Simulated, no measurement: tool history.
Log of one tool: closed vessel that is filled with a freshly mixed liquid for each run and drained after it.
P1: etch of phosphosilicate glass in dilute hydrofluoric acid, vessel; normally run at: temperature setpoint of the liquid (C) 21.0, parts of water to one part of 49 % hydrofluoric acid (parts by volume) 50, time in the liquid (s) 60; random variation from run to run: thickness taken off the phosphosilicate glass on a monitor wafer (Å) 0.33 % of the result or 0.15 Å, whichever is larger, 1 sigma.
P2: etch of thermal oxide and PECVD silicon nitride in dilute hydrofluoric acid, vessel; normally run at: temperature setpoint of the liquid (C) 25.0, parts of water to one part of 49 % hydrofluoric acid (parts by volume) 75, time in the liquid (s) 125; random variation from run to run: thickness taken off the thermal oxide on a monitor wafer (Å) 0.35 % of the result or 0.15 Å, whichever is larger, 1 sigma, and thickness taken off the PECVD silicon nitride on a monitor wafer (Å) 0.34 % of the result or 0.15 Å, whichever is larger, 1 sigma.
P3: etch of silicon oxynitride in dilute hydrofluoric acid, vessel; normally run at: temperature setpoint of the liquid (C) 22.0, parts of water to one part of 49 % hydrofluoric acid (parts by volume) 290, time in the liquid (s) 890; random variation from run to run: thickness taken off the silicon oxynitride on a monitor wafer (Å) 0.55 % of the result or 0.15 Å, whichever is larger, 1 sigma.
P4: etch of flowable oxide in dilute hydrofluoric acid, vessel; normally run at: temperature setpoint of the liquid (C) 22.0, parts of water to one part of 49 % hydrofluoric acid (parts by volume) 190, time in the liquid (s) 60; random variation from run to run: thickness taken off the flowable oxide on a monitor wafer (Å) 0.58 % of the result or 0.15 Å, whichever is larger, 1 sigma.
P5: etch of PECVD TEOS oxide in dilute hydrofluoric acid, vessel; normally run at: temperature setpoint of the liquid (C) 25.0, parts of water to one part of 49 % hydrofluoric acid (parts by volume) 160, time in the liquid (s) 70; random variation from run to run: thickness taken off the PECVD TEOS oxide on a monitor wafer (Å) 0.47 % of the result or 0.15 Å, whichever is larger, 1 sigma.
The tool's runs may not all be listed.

run,day,process that ran,temperature setpoint of the liquid (C),parts of water to one part of 49 % hydrofluoric acid (parts by volume),time in the liquid (s),hours since the thermometer was replaced,hours since the hydrofluoric acid flow meter was replaced,thickness taken off the phosphosilicate glass on a monitor wafer (Å),thickness taken off the flowable oxide on a monitor wafer (Å),thickness taken off the PECVD TEOS oxide on a monitor wafer (Å),thickness taken off the thermal oxide on a monitor wafer (Å),thickness taken off the PECVD silicon nitride on a monitor wafer (Å),thickness taken off the silicon oxynitride on a monitor wafer (Å)
1,0.179,P1,21.0,50,60,632.1,1201.6,1421.40,,,,,
2,0.312,P4,18.5,190,60,635.3,1204.8,,117.80,,,,
3,0.525,P1,21.0,50,30,640.4,1209.9,708.93,,,,,
4,0.629,P1,21.0,50,60,642.9,1212.4,1414.20,,,,,
5,0.771,P1,21.0,50,100,646.3,1215.8,2351.80,,,,,
6,0.992,P1,21.0,85,60,651.6,1221.1,795.34,,,,,
7,1.162,P5,25.0,25,70,655.7,1225.2,,,404.310,,,
8,1.371,P2,25.0,75,125,660.7,1230.2,,,,83.842,87.348,
9,1.504,P2,18.5,75,125,663.9,1233.4,,,,63.865,56.408,
10,1.604,P2,25.0,75,125,666.3,1235.8,,,,83.558,87.862,
11,1.721,P5,25.0,160,30,669.1,1238.6,,,22.443,,,
12,1.842,P1,21.0,50,60,672.0,1241.5,1414.20,,,,,
13,2.038,P4,22.0,190,105,676.7,1246.2,,234.26,,,,
14,2.138,P4,22.0,50,60,679.1,1248.6,,604.44,,,,
15,2.362,P5,25.0,160,70,684.5,1254.0,,,52.662,,,
16,2.483,P1,21.0,50,60,687.4,1256.9,1403.60,,,,,
17,2.612,P2,25.0,75,30,690.5,1260.0,,,,20.479,20.989,
18,2.825,P3,22.0,290,365,695.6,1265.1,,,,,,47.566
19,3.021,P1,21.0,50,60,700.3,1269.8,1411.20,,,,,
20,3.121,P1,17.5,50,110,702.7,1272.2,2220.60,,,,,
21,3.292,P3,22.0,110,890,706.8,1276.3,,,,,,349.630
22,3.512,P2,25.0,130,125,712.1,1281.6,,,,44.951,50.769,
23,3.729,P1,17.0,50,60,717.3,1286.8,1193.50,,,,,
24,3.858,P1,21.0,50,60,720.4,1289.9,1413.90,,,,,
25,3.962,P5,29.5,160,70,722.9,1292.4,,,62.005,,,
26,4.075,P1,21.0,50,60,725.6,1295.1,1407.10,,,,,
27,4.212,P3,22.0,290,890,728.9,1298.4,,,,,,115.500
28,4.338,P3,29.0,290,890,731.9,1301.4,,,,,,155.970
29,4.508,P1,21.0,20,60,736.0,1305.5,3655.80,,,,,
30,4.646,P4,22.0,190,60,739.3,1308.8,,134.78,,,,
31,4.775,P1,26.5,80,60,742.4,1311.9,1066.30,,,,,
32,4.912,P1,29.0,50,60,745.7,1315.2,1945.20,,,,,
33,5.050,P1,21.0,50,60,749.0,1318.5,1420.90,,,,,
34,5.167,P1,21.0,50,60,751.8,1321.3,1448.80,,,,,
35,5.317,P1,21.0,50,60,755.4,1324.9,1482.30,,,,,
36,5.512,P1,21.0,50,60,760.1,1329.6,1499.80,,,,,
37,5.696,P1,21.0,50,60,764.5,1334.0,1525.90,,,,,
38,5.867,P1,21.0,50,60,768.6,1338.1,1536.60,,,,,
39,6.012,P1,21.0,50,60,772.1,1341.6,1541.10,,,,,
40,6.238,P1,21.0,50,60,777.5,1347.0,1544.10,,,,,
41,6.396,P1,21.0,50,60,781.3,1350.8,1539.80,,,,,
42,6.521,P1,21.0,50,60,784.3,1353.8,1554.20,,,,,
43,6.717,P1,21.0,50,60,789.0,1358.5,1548.60,,,,,

What P1 gives has crept away from where it was. These 2 causes fit the log equally well, each at the size given:
A: hydrofluoric acid flow above the setpoint (%) = 9.37
B: liquid hotter than its thermometer reads (K) = 2.28
The creep began at about day 5.050.

4 check runs are offered, each on 2 wafers whose results are averaged, their results left as question marks. Which one tells the causes apart?
check 1,6.912,P2,25.0,120,30,,,,,,?,?,
check 2,6.912,P3,22.0,190,395,,,,,,,,?
check 3,6.912,P5,29.0,35,70,,,,,?,,,
check 4,6.912,P4,18.5,110,60,,,,?,,,,

What each check would give under each cause:
check,result,if A,if B
check 1,thickness taken off the thermal oxide on a monitor wafer (Å),13.145,12.949
check 1,thickness taken off the PECVD silicon nitride on a monitor wafer (Å),14.459,15.315
check 2,thickness taken off the silicon oxynitride on a monitor wafer (Å),93.306,93.486
check 3,thickness taken off the PECVD TEOS oxide on a monitor wafer (Å),363.890,362.610
check 4,thickness taken off the flowable oxide on a monitor wafer (Å),243.01,241.50
How far apart the two closest causes lie, in the result that separates them most: check 1 5.75 %; check 2 0.19 %; check 3 0.35 %; check 4 0.62 %
Check 1 tells the causes apart: in the others they would give nearly the same result.

Check 1 was then run and gave: thickness taken off the thermal oxide on a monitor wafer (Å) 13.208; thickness taken off the PECVD silicon nitride on a monitor wafer (Å) 14.382. Which cause is it?

It is A: hydrofluoric acid flow above the setpoint (%).

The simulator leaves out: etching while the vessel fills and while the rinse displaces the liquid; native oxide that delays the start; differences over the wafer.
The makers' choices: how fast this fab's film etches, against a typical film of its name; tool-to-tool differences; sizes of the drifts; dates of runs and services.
